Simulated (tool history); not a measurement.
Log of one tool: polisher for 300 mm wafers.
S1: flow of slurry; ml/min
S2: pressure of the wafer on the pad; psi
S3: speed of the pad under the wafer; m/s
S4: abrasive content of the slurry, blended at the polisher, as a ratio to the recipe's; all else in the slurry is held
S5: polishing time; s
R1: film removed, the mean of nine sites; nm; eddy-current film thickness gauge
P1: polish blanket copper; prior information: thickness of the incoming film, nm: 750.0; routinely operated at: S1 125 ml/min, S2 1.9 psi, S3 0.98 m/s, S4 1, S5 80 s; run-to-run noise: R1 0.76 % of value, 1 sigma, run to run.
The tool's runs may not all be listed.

run 1 hour=7.9 | S1=125 S2=1.9 S3=0.98 S4=1 S5=80 | R1=163.49
run 2 hour=17 | S1=125 S2=1.9 S3=0.98 S4=1.3 S5=80 | R1=173.35
run 3 hour=23.8 | S1=125 S2=1.9 S3=0.48 S4=1 S5=80 | R1=80.142
run 4 hour=34.8 | S1=125 S2=1.9 S3=0.98 S4=0.7 S5=80 | R1=153.41
run 5 hour=41.1 | S1=125 S2=1.9 S3=0.98 S4=1 S5=80 | R1=163.58
run 6 hour=51.5 | S1=125 S2=1.9 S3=0.58 S4=1 S5=110 | R1=133.79
run 7 hour=61 | S1=125 S2=1.9 S3=0.98 S4=1 S5=80 | R1=162.34
run 8 hour=67.3 | S1=125 S2=1.9 S3=0.98 S4=1 S5=80 | R1=162.83
run 9 hour=78.4 | S1=125 S2=1.9 S3=0.98 S4=1 S5=80 | R1=162.18
run 10 hour=83.8 | S1=125 S2=1.9 S3=0.98 S4=1 S5=109 | R1=222.27
run 11 hour=92.8 | S1=125 S2=1.9 S3=0.98 S4=1 S5=42 | R1=86.137
run 12 hour=100.2 | S1=125 S2=0.9 S3=0.98 S4=1 S5=80 | R1=76.707
run 13 hour=105.9 | S1=125 S2=3 S3=0.98 S4=1 S5=80 | R1=258.78
run 14 hour=111.3 | S1=190 S2=1.9 S3=0.98 S4=1 S5=80 | R1=174.7
run 15 hour=116.7 | S1=75 S2=1.9 S3=0.98 S4=1 S5=80 | R1=144.1
run 16 hour=123 | S1=125 S2=1.9 S3=1.48 S4=1 S5=80 | R1=248.04
run 17 hour=131.6 | S1=125 S2=1.9 S3=0.98 S4=1 S5=80 | R1=162.7
run 18 hour=143.1 | S1=125 S2=1.9 S3=0.98 S4=1 S5=80 | R1=153.4
run 19 hour=149.9 | S1=125 S2=1.9 S3=0.98 S4=1 S5=80 | R1=154.33
run 20 hour=157.6 | S1=125 S2=1.9 S3=0.98 S4=1 S5=80 | R1=150.73
-- hour=161.5 worn pad replaced by a new one
-- hour=164.3 slurry blender recalibrated
run 21 hour=168.5 | S1=125 S2=1.9 S3=0.98 S4=1 S5=80 | R1=150.82
run 22 hour=177 | S1=125 S2=1.9 S3=0.98 S4=1 S5=80 | R1=147.52
run 23 hour=184.6 | S1=125 S2=1.9 S3=0.98 S4=1 S5=80 | R1=148.47

P1 no longer gives what it gave before; its output has crept away from where it was. The following 2 causes, each at its listed size, fit the log equally well:
A: head's pressure below its setpoint, % = 8.75
B: slurry flow missing at the pad, % = 31.4
The onset of the drift is placed at about hour 131.6.
All other causes, with the reason each is excluded:
removal rate lost through wear of the pad, %: serviced at hour 161.5, after the drift had started, without restoring the earlier output
abrasive missing from the slurry, %: serviced at hour 164.3, after the drift had started, without restoring the earlier output

The 4 check runs listed below each average the results of 5 wafers, and their outcomes are marked with question marks. Under which run would the listed causes produce clearly different results?
run check 1 hour=192.2 | S1=125 S2=1.4 S3=0.54 S4=1 S5=80 | R1=?
run check 2 hour=192.2 | S1=185 S2=1.9 S3=0.98 S4=1 S5=80 | R1=?
run check 3 hour=192.2 | S1=125 S2=1.2 S3=0.5 S4=1 S5=80 | R1=?
run check 4 hour=192.2 | S1=125 S2=1.9 S3=0.6 S4=1.25 S5=80 | R1=?

Check results expected under each cause:
check=check_1 result=R1 if_A=60.535 if_B=60.545
check=check_2 result=R1 if_A=159.45 if_B=163.89
check=check_3 result=R1 if_A=48.043 if_B=48.052
check=check_4 result=R1 if_A=95.814 if_B=95.83
Minimum pairwise separation of causes per check, each pair taken at its best-separating result: check 1 0.02 %; check 2 2.75 %; check 3 0.02 %; check 4 0.02 %
Check 2 tells the causes apart: in the others they would give nearly the same result.

Running check 2 produced the following: R1 159.88 nm. Which one of the listed causes fits?

Of the candidate causes, it is A: head's pressure below its setpoint, %.
